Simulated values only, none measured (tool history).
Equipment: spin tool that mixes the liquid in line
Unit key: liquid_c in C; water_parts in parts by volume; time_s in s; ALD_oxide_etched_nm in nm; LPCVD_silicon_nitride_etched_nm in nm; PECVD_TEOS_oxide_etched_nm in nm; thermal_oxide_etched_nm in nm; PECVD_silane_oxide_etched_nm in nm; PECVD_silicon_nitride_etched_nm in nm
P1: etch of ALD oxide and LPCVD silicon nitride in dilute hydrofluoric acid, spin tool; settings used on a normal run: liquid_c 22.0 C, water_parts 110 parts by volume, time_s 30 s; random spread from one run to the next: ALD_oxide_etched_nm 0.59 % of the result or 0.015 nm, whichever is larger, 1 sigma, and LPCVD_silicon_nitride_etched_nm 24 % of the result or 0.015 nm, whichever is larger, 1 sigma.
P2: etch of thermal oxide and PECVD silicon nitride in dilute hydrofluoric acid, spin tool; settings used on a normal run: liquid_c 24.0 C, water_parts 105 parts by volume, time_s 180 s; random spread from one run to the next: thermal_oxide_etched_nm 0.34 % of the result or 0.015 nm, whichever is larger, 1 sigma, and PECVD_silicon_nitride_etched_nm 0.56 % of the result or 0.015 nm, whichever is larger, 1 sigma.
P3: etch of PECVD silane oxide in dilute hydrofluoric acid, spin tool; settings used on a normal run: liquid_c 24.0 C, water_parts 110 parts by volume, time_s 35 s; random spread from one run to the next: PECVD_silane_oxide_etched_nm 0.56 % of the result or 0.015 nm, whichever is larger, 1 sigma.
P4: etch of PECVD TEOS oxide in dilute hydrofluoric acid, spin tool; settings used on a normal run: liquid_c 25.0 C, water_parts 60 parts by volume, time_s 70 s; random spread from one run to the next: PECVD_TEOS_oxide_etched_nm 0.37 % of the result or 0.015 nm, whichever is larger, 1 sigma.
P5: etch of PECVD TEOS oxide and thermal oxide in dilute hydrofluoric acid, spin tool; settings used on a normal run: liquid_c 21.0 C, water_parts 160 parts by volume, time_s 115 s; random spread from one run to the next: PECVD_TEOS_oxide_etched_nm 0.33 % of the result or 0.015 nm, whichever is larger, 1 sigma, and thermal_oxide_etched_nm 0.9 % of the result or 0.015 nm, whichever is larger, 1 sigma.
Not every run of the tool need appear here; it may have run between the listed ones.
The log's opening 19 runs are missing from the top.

run,hour,process,liquid_c,water_parts,time_s,ALD_oxide_etched_nm,LPCVD_silicon_nitride_etched_nm,PECVD_TEOS_oxide_etched_nm,thermal_oxide_etched_nm,PECVD_silane_oxide_etched_nm,PECVD_silicon_nitride_etched_nm
20,226.3,P1,22.0,110,30,5.4616,0.082362,,,,
21,240.2,P1,22.0,110,30,5.4239,0.141260,,,,
22,247.6,P4,18.0,60,70,,,14.7570,,,
23,256.5,P1,22.0,110,15,2.7632,0.036777,,,,
24,270.2,P3,24.0,110,15,,,,,4.4054,
25,283.8,P4,25.0,60,70,,,19.6150,,,
26,292.2,P1,28.5,110,30,7.0138,0.225650,,,,
27,305.2,P5,21.0,160,115,,,10.1650,2.87690,,
28,320.8,P1,22.0,160,30,3.5337,0.079614,,,,
29,334.4,P2,18.0,105,180,,,,6.11810,,3.6649
30,341.5,P1,17.5,110,30,4.4949,0.103910,,,,
31,350.6,P4,25.0,30,70,,,40.8160,,,
32,361.6,P1,29.5,110,60,14.6000,0.288010,,,,
33,374.7,P1,22.0,110,30,5.4788,0.085054,,,,
34,387.7,P1,22.0,110,30,5.6648,0.076925,,,,

What does the tool deliver on the next run?
35,394.8,P1,22.0,110,30,?,?,,,,

ALD_oxide_etched_nm: 5.7475 nm
LPCVD_silicon_nitride_etched_nm: 0.077879 nm
